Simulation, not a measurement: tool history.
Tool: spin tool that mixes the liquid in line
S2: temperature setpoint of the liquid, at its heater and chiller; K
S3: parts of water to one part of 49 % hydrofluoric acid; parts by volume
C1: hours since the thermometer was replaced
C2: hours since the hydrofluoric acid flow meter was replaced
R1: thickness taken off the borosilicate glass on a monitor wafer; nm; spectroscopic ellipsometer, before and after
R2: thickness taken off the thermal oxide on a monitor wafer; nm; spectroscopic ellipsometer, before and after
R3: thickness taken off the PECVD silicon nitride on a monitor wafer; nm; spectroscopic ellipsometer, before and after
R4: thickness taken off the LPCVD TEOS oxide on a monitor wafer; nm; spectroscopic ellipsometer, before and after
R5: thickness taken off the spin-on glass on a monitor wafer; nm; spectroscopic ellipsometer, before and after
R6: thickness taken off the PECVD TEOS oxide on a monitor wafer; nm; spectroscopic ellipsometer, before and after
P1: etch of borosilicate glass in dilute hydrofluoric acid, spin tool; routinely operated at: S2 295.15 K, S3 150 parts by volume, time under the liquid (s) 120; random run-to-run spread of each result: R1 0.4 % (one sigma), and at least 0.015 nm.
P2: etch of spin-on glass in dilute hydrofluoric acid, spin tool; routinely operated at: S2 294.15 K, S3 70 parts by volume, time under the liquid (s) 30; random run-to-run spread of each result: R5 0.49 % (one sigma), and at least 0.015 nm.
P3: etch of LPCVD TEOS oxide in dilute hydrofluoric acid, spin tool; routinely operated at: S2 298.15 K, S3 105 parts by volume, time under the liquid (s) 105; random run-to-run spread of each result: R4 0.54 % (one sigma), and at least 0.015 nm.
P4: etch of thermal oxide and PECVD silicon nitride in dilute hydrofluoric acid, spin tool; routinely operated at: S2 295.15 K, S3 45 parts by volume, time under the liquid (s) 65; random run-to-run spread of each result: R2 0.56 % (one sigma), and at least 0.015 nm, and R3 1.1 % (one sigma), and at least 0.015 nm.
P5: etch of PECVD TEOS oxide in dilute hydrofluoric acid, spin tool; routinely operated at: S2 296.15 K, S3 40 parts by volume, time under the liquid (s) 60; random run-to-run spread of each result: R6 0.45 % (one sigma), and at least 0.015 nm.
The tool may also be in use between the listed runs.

Run 1, hour 6.8: process that ran P1, S2 295.15 K, S3 150 parts by volume, time under the liquid (s) 120; C1 2122.7; C2 316.8. Result: R1 24.623 nm.
Run 2, hour 14.6: process that ran P4, S2 290.15 K, S3 45 parts by volume, time under the liquid (s) 65; C1 2130.5; C2 324.6. Result: R2 5.3583 nm, R3 1.6615 nm.
Run 3, hour 27.3: process that ran P1, S2 295.15 K, S3 150 parts by volume, time under the liquid (s) 220; C1 2143.2; C2 337.3. Result: R1 44.958 nm.
Run 4, hour 34.9: process that ran P3, S2 298.15 K, S3 105 parts by volume, time under the liquid (s) 105; C1 2150.8; C2 344.9. Result: R4 34.253 nm.
Run 5, hour 46.2: process that ran P1, S2 295.15 K, S3 150 parts by volume, time under the liquid (s) 120; C1 2162.1; C2 356.2. Result: R1 24.632 nm.
Run 6, hour 57.8: process that ran P4, S2 295.15 K, S3 45 parts by volume, time under the liquid (s) 65; C1 2173.7; C2 367.8. Result: R2 6.6402 nm, R3 2.3583 nm.
Run 7, hour 67.1: process that ran P1, S2 295.15 K, S3 240 parts by volume, time under the liquid (s) 120; C1 2183; C2 377.1. Result: R1 13.89 nm.
Run 8, hour 75.8: process that ran P2, S2 294.15 K, S3 70 parts by volume, time under the liquid (s) 30; C1 2191.7; C2 385.8. Result: R5 14.782 nm.
Run 9, hour 83.7: process that ran P3, S2 298.15 K, S3 155 parts by volume, time under the liquid (s) 105; C1 2199.6; C2 393.7. Result: R4 22.101 nm.
Run 10, hour 91.1: process that ran P1, S2 290.15 K, S3 150 parts by volume, time under the liquid (s) 120; C1 2207; C2 401.1. Result: R1 20.017 nm.
Run 11, hour 103.3: process that ran P4, S2 295.15 K, S3 20 parts by volume, time under the liquid (s) 65; C1 2219.2; C2 413.3. Result: R2 15.487 nm, R3 5.0898 nm.
Run 12, hour 109.3: process that ran P1, S2 295.15 K, S3 150 parts by volume, time under the liquid (s) 120; C1 2225.2; C2 419.3. Result: R1 24.577 nm.
Run 13, hour 120.1: process that ran P1, S2 300.65 K, S3 150 parts by volume, time under the liquid (s) 120; C1 2236; C2 430.1. Result: R1 30.195 nm.
Run 14, hour 126.9: process that ran P3, S2 290.65 K, S3 105 parts by volume, time under the liquid (s) 105; C1 2242.8; C2 436.9. Result: R4 25.409 nm.
Run 15, hour 137.5: process that ran P5, S2 296.15 K, S3 65 parts by volume, time under the liquid (s) 60; C1 2253.4; C2 447.5. Result: R6 26.491 nm.
Run 16, hour 144.4: process that ran P3, S2 298.15 K, S3 105 parts by volume, time under the liquid (s) 105; C1 2260.3; C2 454.4. Result: R4 34.852 nm.
Run 17, hour 150.5: process that ran P1, S2 295.15 K, S3 150 parts by volume, time under the liquid (s) 120; C1 2266.4; C2 460.5. Result: R1 24.592 nm.
Run 18, hour 161.1: process that ran P4, S2 295.15 K, S3 45 parts by volume, time under the liquid (s) 15; C1 2277; C2 471.1. Result: R2 1.5299 nm, R3 0.52894 nm.
Run 19, hour 170.7: process that ran P1, S2 295.15 K, S3 150 parts by volume, time under the liquid (s) 120; C1 2286.6; C2 480.7. Result: R1 24.471 nm.
Run 20, hour 183: process that ran P1, S2 295.15 K, S3 30 parts by volume, time under the liquid (s) 120; C1 2298.9; C2 493. Result: R1 142.11 nm.
Run 21, hour 192.7: process that ran P2, S2 294.15 K, S3 70 parts by volume, time under the liquid (s) 30; C1 2308.6; C2 502.7. Result: R5 14.679 nm.
Run 22, hour 205.1: process that ran P3, S2 298.15 K, S3 105 parts by volume, time under the liquid (s) 205; C1 2321; C2 515.1. Result: R4 66.683 nm.
Run 23, hour 216.1: process that ran P5, S2 304.65 K, S3 40 parts by volume, time under the liquid (s) 60; C1 2332; C2 526.1. Result: R6 63.001 nm.
Run 24, hour 225.4: process that ran P5, S2 296.15 K, S3 40 parts by volume, time under the liquid (s) 60; C1 2341.3; C2 535.4. Result: R6 44.794 nm.
Run 25, hour 231.8: process that ran P2, S2 294.15 K, S3 70 parts by volume, time under the liquid (s) 65; C1 2347.7; C2 541.8. Result: R5 31.866 nm.
Run 26, hour 238: process that ran P5, S2 296.15 K, S3 40 parts by volume, time under the liquid (s) 60; C1 2353.9; C2 548. Result: R6 44.653 nm.
Run 27, hour 251.1: process that ran P1, S2 301.15 K, S3 150 parts by volume, time under the liquid (s) 45; C1 2367; C2 561.1. Result: R1 11.53 nm.
Run 28, hour 257.3: process that ran P1, S2 295.15 K, S3 150 parts by volume, time under the liquid (s) 65; C1 2373.2; C2 567.3. Result: R1 13.304 nm.
Run 29, hour 269.3: process that ran P1, S2 295.15 K, S3 150 parts by volume, time under the liquid (s) 120; C1 2385.2; C2 579.3. Result: R1 24.306 nm.
Run 30, hour 275.2: process that ran P2, S2 300.15 K, S3 70 parts by volume, time under the liquid (s) 30; C1 2391.1; C2 585.2. Result: R5 18.922 nm.
Run 31, hour 286: process that ran P2, S2 294.15 K, S3 105 parts by volume, time under the liquid (s) 30; C1 2401.9; C2 596. Result: R5 9.3945 nm.
Run 32, hour 296.2: process that ran P5, S2 296.15 K, S3 40 parts by volume, time under the liquid (s) 15; C1 2412.1; C2 606.2. Result: R6 11.205 nm.
Run 33, hour 304.6: process that ran P1, S2 295.15 K, S3 150 parts by volume, time under the liquid (s) 120; C1 2420.5; C2 614.6. Result: R1 24.604 nm.
Run 34, hour 312.5: process that ran P1, S2 295.15 K, S3 150 parts by volume, time under the liquid (s) 120; C1 2428.4; C2 622.5. Result: R1 25.387 nm.
Run 35, hour 319.4: process that ran P1, S2 295.15 K, S3 150 parts by volume, time under the liquid (s) 120; C1 2435.3; C2 629.4. Result: R1 25.901 nm.
Run 36, hour 330.3: process that ran P1, S2 295.15 K, S3 150 parts by volume, time under the liquid (s) 120; C1 2446.2; C2 640.3. Result: R1 26.432 nm.
Run 37, hour 341.9: process that ran P1, S2 295.15 K, S3 150 parts by volume, time under the liquid (s) 120; C1 2457.8; C2 651.9. Result: R1 26.588 nm.
Run 38, hour 350.1: process that ran P1, S2 295.15 K, S3 150 parts by volume, time under the liquid (s) 120; C1 2466; C2 660.1. Result: R1 26.719 nm.
Run 39, hour 356.8: process that ran P1, S2 295.15 K, S3 150 parts by volume, time under the liquid (s) 120; C1 2472.7; C2 666.8. Result: R1 26.869 nm.
Run 40, hour 364.4: process that ran P1, S2 295.15 K, S3 150 parts by volume, time under the liquid (s) 120; C1 2480.3; C2 674.4. Result: R1 26.632 nm.

Compared with where it was, what P1 gives has crept away. Each cause listed below fits the log as well as the rest, at the size given for it:
A: hydrofluoric acid flow above the setpoint (%) = 7.84
B: liquid hotter than its thermometer reads (K) = 2.27
Onset of the creep was near hour 304.6.

Of the 4 check runs listed below, each run on one wafer and each result written as a question mark, which would let you distinguish the listed causes because they would give clearly different results?
Run check 1, hour 372: process that ran P4, S2 292.15 K, S3 25 parts by volume, time under the liquid (s) 65. Result: R2 ?, R3 ?.
Run check 2, hour 372: process that ran P3, S2 291.15 K, S3 105 parts by volume, time under the liquid (s) 205. Result: R4 ?.
Run check 3, hour 372: process that ran P2, S2 294.15 K, S3 90 parts by volume, time under the liquid (s) 45. Result: R5 ?.
Run check 4, hour 372: process that ran P5, S2 304.15 K, S3 55 parts by volume, time under the liquid (s) 60. Result: R6 ?.

Check results expected under each cause:
  check  result    if A    if B
check 1      R2  11.679   11.92
check 1      R3   3.567  3.8921
check 2      R4  55.281  55.843
check 3      R5  18.287  18.453
check 4      R6  47.631  47.887
Distance between the nearest two causes, measured in the result of the check that separates them most: check 1 8.72 %; check 2 1.01 %; check 3 0.9 %; check 4 0.53 %
Check 1 is the one run that separates the causes; every other check would come out nearly the same whichever cause is at work.

With check 1 done, the readings were: R2 11.69 nm; R3 3.6066 nm. Identify which of the listed causes applies.

A is the cause: hydrofluoric acid flow above the setpoint (%).
